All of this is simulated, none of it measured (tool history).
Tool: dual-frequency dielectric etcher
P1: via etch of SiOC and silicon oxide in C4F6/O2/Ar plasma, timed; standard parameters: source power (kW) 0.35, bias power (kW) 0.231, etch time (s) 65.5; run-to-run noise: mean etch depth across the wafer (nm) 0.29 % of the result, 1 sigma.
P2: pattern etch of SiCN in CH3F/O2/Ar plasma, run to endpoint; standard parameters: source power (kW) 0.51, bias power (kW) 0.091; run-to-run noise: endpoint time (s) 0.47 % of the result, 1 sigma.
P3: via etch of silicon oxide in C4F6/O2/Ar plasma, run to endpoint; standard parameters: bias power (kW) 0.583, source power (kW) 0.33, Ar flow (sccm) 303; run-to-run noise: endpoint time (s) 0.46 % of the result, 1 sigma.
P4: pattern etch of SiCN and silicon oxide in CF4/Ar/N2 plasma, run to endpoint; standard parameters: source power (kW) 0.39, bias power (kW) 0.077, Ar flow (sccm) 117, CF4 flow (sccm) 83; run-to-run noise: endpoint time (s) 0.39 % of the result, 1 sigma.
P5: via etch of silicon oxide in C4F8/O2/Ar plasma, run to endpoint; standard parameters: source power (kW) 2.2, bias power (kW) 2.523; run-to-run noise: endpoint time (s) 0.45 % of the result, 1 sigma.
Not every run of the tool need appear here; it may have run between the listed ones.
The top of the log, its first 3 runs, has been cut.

run	day	process that ran	source power (kW)	bias power (kW)	etch time (s)	Ar flow (sccm)	CF4 flow (sccm)	hours since the last wet clean	hours since the last source power generator calibration	hours since the last bias power generator calibration	mean etch depth across the wafer (nm)	endpoint time (s)
4	2.162	P1	0.35	0.231	92.5			361.8	1715.6	561.5	109.56	
5	2.721	P1	0.35	0.169	40			375.2	1729	574.9	42.393	
6	3.212	P3	0.33	0.418		303		387	1740.8	586.7		33.739
7	3.658	P5	1.33	2.523				397.7	1751.5	597.4		243.43
8	4.021	P4	0.39	0.077		117	63	406.4	1760.2	606.1		13.85
9	4.717	P1	0.35	0.31	65.5			423.1	1776.9	622.8	85.406	
10	5.075	P4	0.53	0.077		117	83	431.7	1785.5	631.4		10.171
11	5.438	P1	0.35	0.17	65.5			440.4	1794.2	640.1	69.616	
12	5.892	P1	0.35	0.231	65.5			451.3	1805.1	651	76.993	
13	6.254	P2	0.51	0.115				460	1813.8	659.7		23.231
14	6.938	P3	0.33	0.583		303		476.4	1830.2	676.1		29.727
# day 7.188: wet clean of the chamber
15	7.608	P1	0.22	0.231	65.5			10.2	1846.3	692.2	64.512	
16	8.2	P3	0.33	0.583		303		24.4	1860.5	706.4		29.83
17	8.638	P4	0.39	0.077		117	83	34.9	1871	716.9		13.321
18	9.167	P1	0.35	0.231	65.5			47.6	1883.7	729.6	76.626	
19	9.738	P5	2.2	2.523				61.3	1897.4	743.3		200.75
20	10.083	P5	2.2	1.787				69.6	1905.7	751.6		221.96
21	10.742	P4	0.39	0.077		157	83	85.4	1921.5	767.4		13.966

Run 22 is up next; what results do you expect?
22	11.167	P5	2.2	2.523				95.6	1931.7	777.6		?

Run 22 produced endpoint time (s) 199.69.
